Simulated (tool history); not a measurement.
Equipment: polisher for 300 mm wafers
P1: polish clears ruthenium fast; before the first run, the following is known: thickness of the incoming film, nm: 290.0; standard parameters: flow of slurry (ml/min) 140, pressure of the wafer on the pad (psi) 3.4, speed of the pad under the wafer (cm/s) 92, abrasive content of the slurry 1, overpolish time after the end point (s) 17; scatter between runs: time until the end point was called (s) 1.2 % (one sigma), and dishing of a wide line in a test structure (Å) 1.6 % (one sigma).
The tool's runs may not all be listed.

| run | day | flow of slurry (ml/min) | pressure of the wafer on the pad (psi) | speed of the pad under the wafer (cm/s) | abrasive content of the slurry | overpolish time after the end point (s) | wafers polished on this pad | hours since the slurry nozzle was cleaned | hours since the head pressure was calibrated | hours since the slurry blender was calibrated | time until the end point was called (s) | dishing of a wide line in a test structure (Å) |
|---|---|---|---|---|---|---|---|---|---|---|---|---|
| 1 | 0.529 | 140 | 3.4 | 92 | 1 | 17 | 814 | 227.5 | 177.2 | 54.3 | 54.166 | 704.33 |
| 2 | 0.971 | 140 | 3.4 | 92 | 0.55 | 17 | 939 | 238.1 | 187.8 | 64.9 | 74.471 | 528.94 |
| 3 | 1.462 | 140 | 3.4 | 92 | 1 | 33 | 1078 | 249.9 | 199.6 | 76.7 | 51.993 | 1173.3 |
| 4 | 1.846 | 180 | 3.4 | 64 | 1 | 17 | 1186 | 259.1 | 208.8 | 85.9 | 72.742 | 529.29 |
| 5 | 2.367 | 140 | 3.4 | 136 | 1 | 17 | 1333 | 271.6 | 221.3 | 98.4 | 36.113 | 955.45 |
| 6 | 2.904 | 140 | 3.4 | 92 | 1.45 | 17 | 1484 | 284.5 | 234.2 | 111.3 | 46.298 | 797.34 |
| 7 | 3.312 | 180 | 3.4 | 92 | 1 | 17 | 1600 | 294.3 | 244 | 121.1 | 50.504 | 703.91 |
| 8 | 3.85 | 140 | 3.4 | 56 | 1 | 17 | 1751 | 307.2 | 256.9 | 134 | 87.375 | 459.39 |
| 9 | 4.396 | 180 | 3.4 | 92 | 0.7 | 17 | 1905 | 320.3 | 270 | 147.1 | 60.946 | 627.93 |
| 10 | 4.892 | 140 | 3.4 | 92 | 1 | 5 | 2045 | 332.2 | 281.9 | 159 | 52.174 | 228.95 |
| 11 | 5.412 | 100 | 3.4 | 114 | 1 | 17 | 2192 | 344.7 | 294.4 | 171.5 | 46.77 | 791.07 |
| 12 | 5.862 | 140 | 2 | 92 | 1 | 17 | 2319 | 355.5 | 305.2 | 182.3 | 90.845 | 439.12 |
| 13 | 6.404 | 140 | 4.7 | 92 | 1 | 17 | 2472 | 368.5 | 318.2 | 195.3 | 38.637 | 886.56 |
| 14 | 6.812 | 140 | 3.4 | 92 | 1 | 17 | 2587 | 378.3 | 328 | 205.1 | 53.537 | 707.46 |
| 15 | 7.308 | 140 | 3.4 | 92 | 1 | 17 | 2727 | 390.2 | 339.9 | 217 | 53.138 | 685.93 |
| 16 | 7.642 | 140 | 3.4 | 92 | 1 | 17 | 2821 | 398.2 | 347.9 | 225 | 54.187 | 699.86 |
| 17 | 7.925 | 140 | 3.4 | 92 | 1 | 17 | 2901 | 405 | 354.7 | 231.8 | 53.112 | 710.73 |
| 18 | 8.438 | 85 | 3.4 | 92 | 1 | 17 | 3046 | 417.3 | 367 | 244.1 | 58.819 | 627.77 |
| 19 | 8.871 | 140 | 3.4 | 92 | 1 | 17 | 3168 | 427.7 | 377.4 | 254.5 | 52.492 | 694.86 |
| 20 | 9.408 | 140 | 3.4 | 92 | 1 | 17 | 3319 | 440.6 | 390.3 | 267.4 | 54.966 | 674.79 |
| 21 | 9.796 | 140 | 3.4 | 92 | 1 | 17 | 3429 | 449.9 | 399.6 | 276.7 | 57.04 | 654.02 |
| 22 | 10.317 | 140 | 3.4 | 92 | 1 | 17 | 3576 | 462.4 | 412.1 | 289.2 | 57.691 | 665.31 |
| 23 | 10.625 | 140 | 3.4 | 92 | 1 | 17 | 3663 | 469.8 | 419.5 | 296.6 | 56.598 | 647.34 |
| 24 | 10.912 | 140 | 3.4 | 92 | 1 | 17 | 3744 | 476.7 | 426.4 | 303.5 | 56.3 | 650.29 |
|  | 10.992 | head pressure recalibrated |
| 25 | 11.308 | 140 | 3.4 | 92 | 1 | 17 | 3856 | 486.2 | 7.6 | 313 | 56.958 | 649.77 |
|  | 11.396 | slurry blender recalibrated |
| 26 | 11.812 | 140 | 3.4 | 92 | 1 | 17 | 3998 | 498.3 | 19.7 | 10.1 | 59.524 | 659.74 |
| 27 | 12.325 | 140 | 3.4 | 92 | 1 | 17 | 4142 | 510.6 | 32 | 22.4 | 56.93 | 645.18 |

P1 has crept away from where it was. The log is fitted equally well by each of these 2 causes, at the sizes shown:
A: slurry flow missing at the pad, % = 31.9
B: removal rate lost through wear of the pad, % = 8.13
At approximately day 8.871, the process output began to creep.
Why every other cause is out:
head's pressure below its setpoint, %: serviced after onset, at day 10.992, with no recovery of the prior output
abrasive missing from the slurry, %: serviced after onset, at day 11.396, with no recovery of the prior output

Each of the check runs listed below is run on 5 wafers and reports their average, with the results left as question marks. Pick the one under which the possible causes would lead to clearly different results.
| check 1 | 12.838 | 140 | 3.4 | 92 | 1 | 5 |  |  |  |  | ? | ? |
| check 2 | 12.838 | 140 | 2.7 | 68 | 1 | 17 |  |  |  |  | ? | ? |
| check 3 | 12.838 | 85 | 3.4 | 92 | 1 | 17 |  |  |  |  | ? | ? |
| check 4 | 12.838 | 140 | 3.4 | 118 | 1 | 17 |  |  |  |  | ? | ? |

How each check would come out, cause by cause:
| check | result | if A | if B |
|---|---|---|---|
| check 1 | time until the end point was called (s) | 57.769 | 57.762 |
| check 1 | dishing of a wide line in a test structure (Å) | 211.76 | 211.78 |
| check 2 | time until the end point was called (s) | 98.422 | 98.41 |
| check 2 | dishing of a wide line in a test structure (Å) | 404.95 | 405 |
| check 3 | time until the end point was called (s) | 67.935 | 64.894 |
| check 3 | dishing of a wide line in a test structure (Å) | 564.91 | 588.03 |
| check 4 | time until the end point was called (s) | 45.041 | 45.035 |
| check 4 | dishing of a wide line in a test structure (Å) | 801.67 | 801.75 |
Minimum pairwise separation of causes per check, each pair taken at its best-separating result: check 1 0.01 %; check 2 0.01 %; check 3 4.58 %; check 4 0.01 %
Only in check 3 would the causes give clearly different results; in the remaining checks their results would be nearly the same.

After running check 3, the following was obtained: time until the end point was called (s) 64.663; dishing of a wide line in a test structure (Å) 579.68. Which cause does this point to?

The correct cause is B, namely: removal rate lost through wear of the pad, %.

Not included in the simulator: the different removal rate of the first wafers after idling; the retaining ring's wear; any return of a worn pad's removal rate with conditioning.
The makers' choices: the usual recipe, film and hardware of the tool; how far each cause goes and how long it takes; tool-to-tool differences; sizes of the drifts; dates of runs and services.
